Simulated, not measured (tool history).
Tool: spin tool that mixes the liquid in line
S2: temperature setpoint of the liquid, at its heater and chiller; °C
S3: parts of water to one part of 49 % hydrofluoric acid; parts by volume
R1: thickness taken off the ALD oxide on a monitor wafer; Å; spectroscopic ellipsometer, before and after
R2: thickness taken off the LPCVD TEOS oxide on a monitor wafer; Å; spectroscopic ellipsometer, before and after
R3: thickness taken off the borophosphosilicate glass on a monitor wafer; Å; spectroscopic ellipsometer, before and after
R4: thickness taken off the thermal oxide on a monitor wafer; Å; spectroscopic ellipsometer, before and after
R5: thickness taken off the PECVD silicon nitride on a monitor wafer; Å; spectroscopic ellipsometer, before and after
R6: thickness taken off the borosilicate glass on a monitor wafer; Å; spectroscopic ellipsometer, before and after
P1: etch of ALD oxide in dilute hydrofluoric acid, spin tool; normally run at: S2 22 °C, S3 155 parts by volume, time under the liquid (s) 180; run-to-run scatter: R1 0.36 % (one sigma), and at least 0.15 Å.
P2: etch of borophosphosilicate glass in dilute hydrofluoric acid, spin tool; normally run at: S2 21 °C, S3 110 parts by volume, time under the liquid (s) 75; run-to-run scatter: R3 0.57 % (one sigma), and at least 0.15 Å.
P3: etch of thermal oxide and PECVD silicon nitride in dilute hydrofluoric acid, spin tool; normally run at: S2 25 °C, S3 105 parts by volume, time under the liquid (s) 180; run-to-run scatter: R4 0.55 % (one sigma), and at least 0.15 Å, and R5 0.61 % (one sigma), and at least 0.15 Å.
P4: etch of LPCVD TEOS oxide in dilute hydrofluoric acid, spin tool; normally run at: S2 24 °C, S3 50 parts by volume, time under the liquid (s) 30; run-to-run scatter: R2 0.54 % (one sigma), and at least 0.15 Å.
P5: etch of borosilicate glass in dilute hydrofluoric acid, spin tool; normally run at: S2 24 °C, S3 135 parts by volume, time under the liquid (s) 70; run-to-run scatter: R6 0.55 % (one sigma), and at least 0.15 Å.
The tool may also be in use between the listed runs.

Run 1, day 0.188: process that ran P1, S2 22 °C, S3 155 parts by volume, time under the liquid (s) 180. Result: R1 267.4 Å.
Run 2, day 0.338: process that ran P1, S2 22 °C, S3 155 parts by volume, time under the liquid (s) 180. Result: R1 268.38 Å.
Run 3, day 0.521: process that ran P4, S2 24 °C, S3 85 parts by volume, time under the liquid (s) 30. Result: R2 60.679 Å.
Run 4, day 0.642: process that ran P1, S2 17 °C, S3 235 parts by volume, time under the liquid (s) 180. Result: R1 134.84 Å.
Run 5, day 0.821: process that ran P1, S2 22 °C, S3 155 parts by volume, time under the liquid (s) 50. Result: R1 75.069 Å.
Run 6, day 1.017: process that ran P2, S2 17 °C, S3 110 parts by volume, time under the liquid (s) 75. Result: R3 218.15 Å.
Run 7, day 1.262: process that ran P1, S2 17 °C, S3 155 parts by volume, time under the liquid (s) 180. Result: R1 219.86 Å.
Run 8, day 1.504: process that ran P2, S2 21 °C, S3 190 parts by volume, time under the liquid (s) 75. Result: R3 136.51 Å.
Run 9, day 1.712: process that ran P2, S2 21 °C, S3 110 parts by volume, time under the liquid (s) 130. Result: R3 442.24 Å.
Run 10, day 1.929: process that ran P4, S2 32 °C, S3 50 parts by volume, time under the liquid (s) 30. Result: R2 148.24 Å.
Run 11, day 2.05: process that ran P1, S2 22 °C, S3 50 parts by volume, time under the liquid (s) 180. Result: R1 940.94 Å.
Run 12, day 2.292: process that ran P1, S2 22 °C, S3 230 parts by volume, time under the liquid (s) 180. Result: R1 167.33 Å.
Run 13, day 2.533: process that ran P1, S2 22 °C, S3 155 parts by volume, time under the liquid (s) 180. Result: R1 268.57 Å.
Run 14, day 2.754: process that ran P3, S2 25 °C, S3 105 parts by volume, time under the liquid (s) 180. Result: R4 83.771 Å, R5 35.182 Å.
Run 15, day 2.888: process that ran P1, S2 22 °C, S3 155 parts by volume, time under the liquid (s) 305. Result: R1 454.15 Å.
Run 16, day 3.112: process that ran P3, S2 25 °C, S3 105 parts by volume, time under the liquid (s) 285. Result: R4 131.41 Å, R5 54.974 Å.
Run 17, day 3.354: process that ran P2, S2 21 °C, S3 110 parts by volume, time under the liquid (s) 75. Result: R3 256.72 Å.
Run 18, day 3.467: process that ran P1, S2 29 °C, S3 155 parts by volume, time under the liquid (s) 180. Result: R1 349.34 Å.
Run 19, day 3.662: process that ran P3, S2 33.5 °C, S3 105 parts by volume, time under the liquid (s) 180. Result: R4 115.16 Å, R5 59.245 Å.
Run 20, day 3.846: process that ran P5, S2 24 °C, S3 30 parts by volume, time under the liquid (s) 70. Result: R6 869.41 Å.
Run 21, day 4.038: process that ran P3, S2 25 °C, S3 105 parts by volume, time under the liquid (s) 180. Result: R4 83.677 Å, R5 34.939 Å.
Run 22, day 4.25: process that ran P4, S2 24 °C, S3 50 parts by volume, time under the liquid (s) 30. Result: R2 107.92 Å.
Run 23, day 4.392: process that ran P4, S2 24 °C, S3 50 parts by volume, time under the liquid (s) 15. Result: R2 53.696 Å.
At day 4.483: thermometer replaced.
Run 24, day 4.608: process that ran P2, S2 21 °C, S3 110 parts by volume, time under the liquid (s) 75. Result: R3 256.2 Å.
Run 25, day 4.742: process that ran P5, S2 24 °C, S3 135 parts by volume, time under the liquid (s) 15. Result: R6 36.249 Å.
Run 26, day 4.962: process that ran P5, S2 17.5 °C, S3 135 parts by volume, time under the liquid (s) 70. Result: R6 130.05 Å.
Run 27, day 5.075: process that ran P3, S2 25 °C, S3 180 parts by volume, time under the liquid (s) 180. Result: R4 44.361 Å, R5 20.585 Å.
Run 28, day 5.221: process that ran P5, S2 24 °C, S3 135 parts by volume, time under the liquid (s) 70. Result: R6 168.62 Å.
Run 29, day 5.438: process that ran P1, S2 22 °C, S3 155 parts by volume, time under the liquid (s) 180. Result: R1 268.45 Å.
Run 30, day 5.629: process that ran P1, S2 22 °C, S3 155 parts by volume, time under the liquid (s) 180. Result: R1 267.95 Å.
Run 31, day 5.792: process that ran P1, S2 22 °C, S3 155 parts by volume, time under the liquid (s) 180. Result: R1 268.24 Å.
Run 32, day 6.004: process that ran P1, S2 22 °C, S3 155 parts by volume, time under the liquid (s) 180. Result: R1 278.47 Å.
Run 33, day 6.212: process that ran P1, S2 22 °C, S3 155 parts by volume, time under the liquid (s) 180. Result: R1 281.64 Å.
Run 34, day 6.342: process that ran P1, S2 22 °C, S3 155 parts by volume, time under the liquid (s) 180. Result: R1 283.79 Å.
Run 35, day 6.588: process that ran P1, S2 22 °C, S3 155 parts by volume, time under the liquid (s) 180. Result: R1 285.49 Å.
Run 36, day 6.717: process that ran P1, S2 22 °C, S3 155 parts by volume, time under the liquid (s) 180. Result: R1 286.65 Å.
Run 37, day 6.833: process that ran P1, S2 22 °C, S3 155 parts by volume, time under the liquid (s) 180. Result: R1 290.05 Å.
Run 38, day 7.029: process that ran P1, S2 22 °C, S3 155 parts by volume, time under the liquid (s) 180. Result: R1 287.3 Å.
Run 39, day 7.217: process that ran P1, S2 22 °C, S3 155 parts by volume, time under the liquid (s) 180. Result: R1 288.6 Å.

What P1 gives has crept away from where it was. These 2 causes fit the log equally well, each at the size given:
A: liquid hotter than its thermometer reads (K) = 1.87
B: hydrofluoric acid flow above the setpoint (%) = 6.37
The creep began at about day 5.792.

4 check runs are offered, each on 2 wafers whose results are averaged, their results left as question marks. Which one tells the causes apart?
Run check 1, day 7.404: process that ran P2, S2 17 °C, S3 110 parts by volume, time under the liquid (s) 120. Result: R3 ?.
Run check 2, day 7.404: process that ran P5, S2 17.5 °C, S3 135 parts by volume, time under the liquid (s) 70. Result: R6 ?.
Run check 3, day 7.404: process that ran P3, S2 32.5 °C, S3 160 parts by volume, time under the liquid (s) 180. Result: R4 ?, R5 ?.
Run check 4, day 7.404: process that ran P4, S2 24 °C, S3 85 parts by volume, time under the liquid (s) 15. Result: R2 ?.

What each check would give under each cause:
  check  result    if A    if B
check 1      R3  376.37  372.92
check 2      R6  141.12  140.22
check 3      R4  71.764   72.53
check 3      R5  40.659  38.789
check 4      R2  32.771  32.571
How far apart the two closest causes lie, in the result that separates them most: check 1 0.92 %; check 2 0.64 %; check 3 4.71 %; check 4 0.61 %
Check 3 tells the causes apart: in the others they would give nearly the same result.

Then check 3 was run and gave: R4 72.557 Å; R5 38.909 Å. Which cause is it?

It is B: hydrofluoric acid flow above the setpoint (%).

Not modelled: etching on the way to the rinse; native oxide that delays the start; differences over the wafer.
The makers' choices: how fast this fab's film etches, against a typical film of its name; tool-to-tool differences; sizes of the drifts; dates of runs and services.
